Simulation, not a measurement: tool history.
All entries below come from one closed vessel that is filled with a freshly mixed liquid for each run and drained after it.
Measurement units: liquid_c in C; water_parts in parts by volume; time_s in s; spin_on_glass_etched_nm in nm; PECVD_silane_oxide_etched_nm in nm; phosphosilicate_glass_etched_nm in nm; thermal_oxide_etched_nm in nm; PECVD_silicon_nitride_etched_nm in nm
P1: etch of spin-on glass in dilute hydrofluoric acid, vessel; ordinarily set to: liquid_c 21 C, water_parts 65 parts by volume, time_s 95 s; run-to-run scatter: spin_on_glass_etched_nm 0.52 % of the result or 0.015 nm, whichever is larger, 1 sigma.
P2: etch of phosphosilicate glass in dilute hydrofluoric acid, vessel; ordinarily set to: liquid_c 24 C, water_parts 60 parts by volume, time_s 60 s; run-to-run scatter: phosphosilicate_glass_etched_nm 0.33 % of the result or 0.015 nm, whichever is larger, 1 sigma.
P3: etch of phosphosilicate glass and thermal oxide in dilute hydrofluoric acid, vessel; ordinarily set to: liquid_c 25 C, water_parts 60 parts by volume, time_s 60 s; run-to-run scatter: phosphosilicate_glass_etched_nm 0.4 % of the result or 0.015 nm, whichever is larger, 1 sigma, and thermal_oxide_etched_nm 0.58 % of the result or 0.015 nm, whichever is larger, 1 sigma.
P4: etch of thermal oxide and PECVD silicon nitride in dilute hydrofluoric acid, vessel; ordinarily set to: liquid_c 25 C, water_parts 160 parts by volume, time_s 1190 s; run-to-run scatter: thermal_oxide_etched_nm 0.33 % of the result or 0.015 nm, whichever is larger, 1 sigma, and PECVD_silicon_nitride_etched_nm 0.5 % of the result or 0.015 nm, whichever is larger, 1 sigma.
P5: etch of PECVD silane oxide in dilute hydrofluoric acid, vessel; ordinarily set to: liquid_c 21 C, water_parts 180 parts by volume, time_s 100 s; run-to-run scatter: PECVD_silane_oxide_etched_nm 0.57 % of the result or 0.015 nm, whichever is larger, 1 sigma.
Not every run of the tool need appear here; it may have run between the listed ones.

run   hour  process  liquid_c  water_parts  time_s  hours since the thermometer was replaced  hours since the hydrofluoric acid flow meter was replaced  spin_on_glass_etched_nm  PECVD_silane_oxide_etched_nm  phosphosilicate_glass_etched_nm  thermal_oxide_etched_nm  PECVD_silicon_nitride_etched_nm
  1    3.3       P1        21           65      95                                    1472.1                                                      294.8                   55.609
  2    7.9       P5        21          180      30                                    1476.7                                                      299.4                                                 2.8277
  3   14.2       P5        21          180     100                                      1483                                                      305.7                                                 9.3993
      18.5  -- hydrofluoric acid flow meter replaced
  4   19.5       P5        17          180     100                                    1488.3                                                          1                                                 8.1759
  5   25.9       P5        21          255     100                                    1494.7                                                        7.4                                                 6.2258
  6     30       P2        24           60      60                                    1498.8                                                       11.5                                                                                  87.366
  7   34.8       P2        24           95      60                                    1503.6                                                       16.3                                                                                  52.822
  8   38.4       P2        24           60      30                                    1507.2                                                       19.9                                                                                  43.895
  9   41.7       P1        21          115      95                                    1510.5                                                       23.2                   29.484
 10   47.5       P1        21           65      95                                    1516.3                                                         29                   55.543
 11   51.5       P1        21           65      95                                    1520.3                                                         33                   55.555
 12     56       P5        21          180     100                                    1524.8                                                       37.5                                                 9.3927
 13   62.9       P4        25          160    1190                                    1531.7                                                       44.4                                                                                                           33.795                           42.813
 14   69.1       P1        17           65      95                                    1537.9                                                       50.6                   47.023
 15   73.6       P1        28           30      95                                    1542.4                                                       55.1                    169.8
 16   78.2       P4        25          160    2210                                      1547                                                       59.7                                                                                                           63.106                           78.872
 17     82       P1        21           65      50                                    1550.8                                                       63.5                   28.974
 18   85.1       P1        21           65      95                                    1553.9                                                       66.6                   56.066
 19   88.2       P3        25          100      60                                      1557                                                       69.7                                                                                  80.728                    2.937
 20   92.6       P3        25           60      60                                    1561.4                                                       74.1                                                                                  141.71                   5.1071
 21   98.7       P4        25          275    1190                                    1567.5                                                       80.2                                                                                                           17.496                           24.601
 22  102.2       P1        21           65     185                                      1571                                                       83.7                    107.9
 23  108.7       P1        21           20      95                                    1577.5                                                       90.2                   191.43
 24  112.4       P4        17          160    1190                                    1581.2                                                       93.9                                                                                                           25.133                           24.884
 25  119.4       P2        32           60      60                                    1588.2                                                      100.9                                                                                  119.96
 26  126.2       P1        21           20     140                                      1595                                                      107.7                   279.56
 27  131.5       P3      19.5           60      60                                    1600.3                                                        113                                                                                   112.1                   4.1078
 28  137.2       P3        25           60     115                                      1606                                                      118.7                                                                                  273.84                   9.9553
 29  141.9       P1        21           65      95                                    1610.7                                                      123.4                   55.989
 30  148.4       P1      25.5           65      95                                    1617.2                                                      129.9                   66.437
 31    155       P3        25           60      60                                    1623.8                                                      136.5                                                                                  142.15                   5.1491
 32  161.1       P2        24           60      60                                    1629.9                                                      142.6                                                                                  87.514
 33  165.1       P1        21           65      95                                    1633.9                                                      146.6                   55.953
 34  170.7       P1        21           65      95                                    1639.5                                                      152.2                   57.567
 35  176.8       P1        21           65      95                                    1645.6                                                      158.3                   58.638
 36    181       P1        21           65      95                                    1649.8                                                      162.5                   59.596
 37  184.4       P1        21           65      95                                    1653.2                                                      165.9                     59.5
 38  190.3       P1        21           65      95                                    1659.1                                                      171.8                   59.632
 39  196.5       P1        21           65      95                                    1665.3                                                        178                   60.066
 40  199.8       P1        21           65      95                                    1668.6                                                      181.3                   60.664

Forecast run 41:
 41  206.1       P1        21           65      95                                    1674.9                                                      187.6                        ?

spin_on_glass_etched_nm: 60.098 nm

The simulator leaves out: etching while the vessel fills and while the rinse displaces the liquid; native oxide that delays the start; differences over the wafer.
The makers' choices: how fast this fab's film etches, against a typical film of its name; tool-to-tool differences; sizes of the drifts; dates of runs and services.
